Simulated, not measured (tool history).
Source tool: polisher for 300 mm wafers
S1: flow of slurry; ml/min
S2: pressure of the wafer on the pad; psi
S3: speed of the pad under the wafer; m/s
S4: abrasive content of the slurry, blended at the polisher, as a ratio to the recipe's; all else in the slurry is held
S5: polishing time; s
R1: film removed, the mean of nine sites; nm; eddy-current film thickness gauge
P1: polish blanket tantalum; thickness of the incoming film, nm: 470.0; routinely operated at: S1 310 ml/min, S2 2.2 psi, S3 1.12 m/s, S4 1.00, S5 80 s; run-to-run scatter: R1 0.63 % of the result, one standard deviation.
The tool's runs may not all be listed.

run 1 hour=6.1 | S1=310 S2=2.2 S3=1.12 S4=1.00 S5=80 | R1=174.240
run 2 hour=11.3 | S1=310 S2=2.2 S3=1.12 S4=1.00 S5=80 | R1=175.120
run 3 hour=16.7 | S1=310 S2=2.2 S3=1.12 S4=1.00 S5=100 | R1=214.850
run 4 hour=23.7 | S1=475 S2=2.2 S3=1.12 S4=1.00 S5=80 | R1=177.910
run 5 hour=28.4 | S1=310 S2=3.1 S3=1.12 S4=1.00 S5=80 | R1=241.910
-- hour=31.9 slurry nozzle cleaned
run 6 hour=33.2 | S1=310 S2=2.2 S3=1.12 S4=1.00 S5=80 | R1=173.510
run 7 hour=38.3 | S1=310 S2=2.2 S3=1.12 S4=0.60 S5=115 | R1=210.500
run 8 hour=43.7 | S1=185 S2=2.2 S3=1.12 S4=1.00 S5=80 | R1=161.580
run 9 hour=51.9 | S1=310 S2=1.6 S3=1.12 S4=1.00 S5=80 | R1=128.020
-- hour=55.3 head pressure recalibrated
run 10 hour=58.0 | S1=310 S2=2.2 S3=1.12 S4=1.00 S5=48 | R1=104.120
run 11 hour=62.4 | S1=310 S2=2.2 S3=0.76 S4=1.00 S5=122 | R1=180.890
run 12 hour=68.5 | S1=310 S2=2.2 S3=0.56 S4=1.00 S5=80 | R1=86.925
run 13 hour=76.3 | S1=310 S2=2.2 S3=1.74 S4=1.00 S5=80 | R1=269.010
run 14 hour=82.1 | S1=310 S2=2.2 S3=1.12 S4=1.00 S5=80 | R1=171.970
run 15 hour=87.2 | S1=310 S2=2.2 S3=1.12 S4=1.00 S5=80 | R1=171.670
run 16 hour=92.3 | S1=310 S2=2.2 S3=1.12 S4=0.65 S5=80 | R1=152.720
run 17 hour=101.8 | S1=310 S2=2.2 S3=1.12 S4=1.00 S5=80 | R1=173.420
run 18 hour=106.8 | S1=310 S2=2.2 S3=1.12 S4=1.50 S5=80 | R1=193.920
run 19 hour=112.5 | S1=310 S2=2.2 S3=1.12 S4=1.00 S5=80 | R1=172.600
run 20 hour=119.9 | S1=310 S2=2.2 S3=1.12 S4=1.00 S5=80 | R1=168.950
run 21 hour=126.1 | S1=310 S2=2.2 S3=1.12 S4=1.00 S5=80 | R1=163.390
run 22 hour=131.6 | S1=310 S2=2.2 S3=1.12 S4=1.00 S5=80 | R1=161.290
-- hour=136.2 slurry nozzle cleaned
run 23 hour=141.3 | S1=310 S2=2.2 S3=1.12 S4=1.00 S5=80 | R1=158.740
-- hour=144.0 head pressure recalibrated
run 24 hour=146.4 | S1=310 S2=2.2 S3=1.12 S4=1.00 S5=80 | R1=159.810
run 25 hour=151.9 | S1=310 S2=2.2 S3=1.12 S4=1.00 S5=80 | R1=159.140
run 26 hour=156.5 | S1=310 S2=2.2 S3=1.12 S4=1.00 S5=80 | R1=158.600
run 27 hour=165.8 | S1=310 S2=2.2 S3=1.12 S4=1.00 S5=80 | R1=158.830

The log shows P1 creeping away from where it was. Any of the 2 causes listed here, at the size stated for it, fits the log just as well as the others:
A: abrasive missing from the slurry, % = 24.1
B: removal rate lost through wear of the pad, % = 8.32
The onset of the drift is placed at about hour 112.5.
Other possible causes, and why each is ruled out:
slurry flow missing at the pad, %: serviced at hour 136.2, which brought nothing back
head's pressure below its setpoint, %: serviced at hour 144.0, which brought nothing back

Of the 4 check runs below, each run on 5 wafers with the results averaged and each result still a question mark, which one would tell the listed causes apart?
run check 1 hour=175.1 | S1=310 S2=2.2 S3=1.70 S4=1.00 S5=80 | R1=?
run check 2 hour=175.1 | S1=310 S2=2.2 S3=1.46 S4=1.45 S5=80 | R1=?
run check 3 hour=175.1 | S1=310 S2=2.2 S3=0.72 S4=1.00 S5=80 | R1=?
run check 4 hour=175.1 | S1=465 S2=2.2 S3=1.12 S4=1.00 S5=97 | R1=?

Expected result of each check under each candidate cause:
check=check_1 result=R1 if_A=241.380 if_B=241.370
check=check_2 result=R1 if_A=232.170 if_B=227.460
check=check_3 result=R1 if_A=102.230 if_B=102.230
check=check_4 result=R1 if_A=198.470 if_B=198.470
How far apart the two closest causes lie, in the result that separates them most: check 1 0 %; check 2 2.05 %; check 3 0 %; check 4 0 %
Check 2 distinguishes between the causes, while the remaining checks would return nearly the same result for all of them.

With check 2 done, the readings were: R1 227.220 nm. Identify which of the listed causes applies.

The correct cause is B, namely: removal rate lost through wear of the pad, %.
